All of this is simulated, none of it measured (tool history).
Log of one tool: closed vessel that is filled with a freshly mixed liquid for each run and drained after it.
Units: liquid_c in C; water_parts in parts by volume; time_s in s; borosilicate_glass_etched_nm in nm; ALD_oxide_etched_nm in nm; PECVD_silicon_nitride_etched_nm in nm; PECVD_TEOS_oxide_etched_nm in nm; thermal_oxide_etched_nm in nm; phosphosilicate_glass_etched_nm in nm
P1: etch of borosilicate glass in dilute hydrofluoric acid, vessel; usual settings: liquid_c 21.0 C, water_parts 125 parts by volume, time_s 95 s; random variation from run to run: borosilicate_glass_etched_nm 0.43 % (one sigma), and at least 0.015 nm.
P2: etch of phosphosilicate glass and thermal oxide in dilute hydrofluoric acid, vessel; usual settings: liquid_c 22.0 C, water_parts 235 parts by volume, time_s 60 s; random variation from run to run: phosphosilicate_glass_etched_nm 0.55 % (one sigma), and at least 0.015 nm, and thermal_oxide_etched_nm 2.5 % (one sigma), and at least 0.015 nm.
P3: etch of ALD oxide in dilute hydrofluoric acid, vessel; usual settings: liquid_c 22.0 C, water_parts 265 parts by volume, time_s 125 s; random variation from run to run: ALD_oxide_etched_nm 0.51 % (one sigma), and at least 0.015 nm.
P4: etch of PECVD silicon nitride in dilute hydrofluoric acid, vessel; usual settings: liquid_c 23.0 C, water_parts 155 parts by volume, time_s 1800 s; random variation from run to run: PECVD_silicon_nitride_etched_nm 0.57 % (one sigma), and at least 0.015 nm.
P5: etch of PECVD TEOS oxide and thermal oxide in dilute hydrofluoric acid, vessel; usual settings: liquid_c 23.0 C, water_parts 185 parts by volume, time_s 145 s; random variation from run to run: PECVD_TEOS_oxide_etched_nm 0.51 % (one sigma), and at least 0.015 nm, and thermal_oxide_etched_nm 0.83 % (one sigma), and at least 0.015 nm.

run	day	process	liquid_c	water_parts	time_s	borosilicate_glass_etched_nm	ALD_oxide_etched_nm	PECVD_silicon_nitride_etched_nm	PECVD_TEOS_oxide_etched_nm	thermal_oxide_etched_nm	phosphosilicate_glass_etched_nm
1	0.508	P1	21.0	125	95	23.8090					
2	0.875	P3	22.0	265	125		6.9983				
3	1.212	P1	21.0	75	95	42.1190					
4	1.738	P1	21.0	125	185	46.7390					
5	2.275	P4	23.0	155	1800			32.740			
6	2.800	P5	23.0	185	45				6.273	1.06160	
7	3.162	P4	23.0	155	3350			60.441			
8	3.671	P1	26.5	125	30	9.2692					
9	4.408	P5	31.0	185	145				26.947	4.43810	
10	5.146	P2	22.0	235	30					0.44454	12.159
11	5.892	P3	18.0	265	125		6.0303				
12	6.246	P1	21.0	125	95	24.0300					
13	6.867	P1	17.0	125	95	20.3000					
14	7.262	P1	21.0	125	95	23.8390					
15	7.921	P2	22.0	435	60					0.40495	11.047
16	8.592	P5	23.0	285	145				11.823	1.96190	
17	9.292	P1	26.0	40	95	101.1600					
18	9.742	P2	17.0	235	60					0.81950	20.125
19	10.183	P4	23.0	75	1800			66.389			
20	10.688	P5	23.0	185	145				19.980	3.31590	
21	11.154	P4	17.0	155	1800			21.781			
22	11.712	P1	21.0	125	95	23.8270					
23	12.279	P1	21.0	125	30	7.5492					
24	12.742	P3	22.0	265	30		1.6545				
25	13.429	P3	22.0	475	125		3.2007				
26	14.179	P1	21.0	210	95	13.0220					
27	14.696	P2	22.0	235	60					0.95840	24.431
28	15.417	P1	21.0	125	95	23.8390					
29	15.888	P5	23.0	185	145				20.161	3.32950	
30	16.321	P1	28.5	125	95	31.8650					
31	16.700	P3	22.0	265	125		7.0095				
32	17.342	P1	21.0	125	95	23.8260					
33	17.804	P1	21.0	125	95	23.4170					
34	18.375	P1	21.0	125	95	23.0280					
35	18.783	P1	21.0	125	95	22.9820					
36	19.438	P1	21.0	125	95	22.7530					
37	20.062	P1	21.0	125	95	22.7180					
38	20.488	P1	21.0	125	95	22.6540					
39	20.900	P1	21.0	125	95	22.5430					
40	21.304	P1	21.0	125	95	22.4590					
41	22.000	P1	21.0	125	95	22.2070					
42	22.742	P1	21.0	125	95	22.3680					

What P1 gives has crept away from where it was. These 2 causes fit the log equally well, each at the size given:
A: hydrofluoric acid flow below the setpoint (%) = 5.13
B: liquid colder than its thermometer reads (K) = 1.5
The creep began at about day 17.342.

4 check runs are offered, one wafer each, their results left as question marks. Which one tells the causes apart?
check 1	23.483	P2	22.0	235	60					?	?
check 2	23.483	P3	22.0	265	125		?				
check 3	23.483	P4	23.0	155	1800			?			
check 4	23.483	P5	23.0	185	145				?	?	

What each check would give under each cause:
check	result	if A	if B
check 1	thermal_oxide_etched_nm	0.90712	0.91552
check 1	phosphosilicate_glass_etched_nm	22.849	23.061
check 2	ALD_oxide_etched_nm	6.5395	6.6143
check 3	PECVD_silicon_nitride_etched_nm	30.872	29.478
check 4	PECVD_TEOS_oxide_etched_nm	18.980	19.099
check 4	thermal_oxide_etched_nm	3.10950	3.12890
How far apart the two closest causes lie, in the result that separates them most: check 1 0.92 %; check 2 1.14 %; check 3 4.62 %; check 4 0.62 %
Only check 3 tells the causes apart: in the others they would give nearly the same result.

Then check 3 was run and gave: PECVD_silicon_nitride_etched_nm 29.617 nm. Which cause is it?

It is B: liquid colder than its thermometer reads (K).
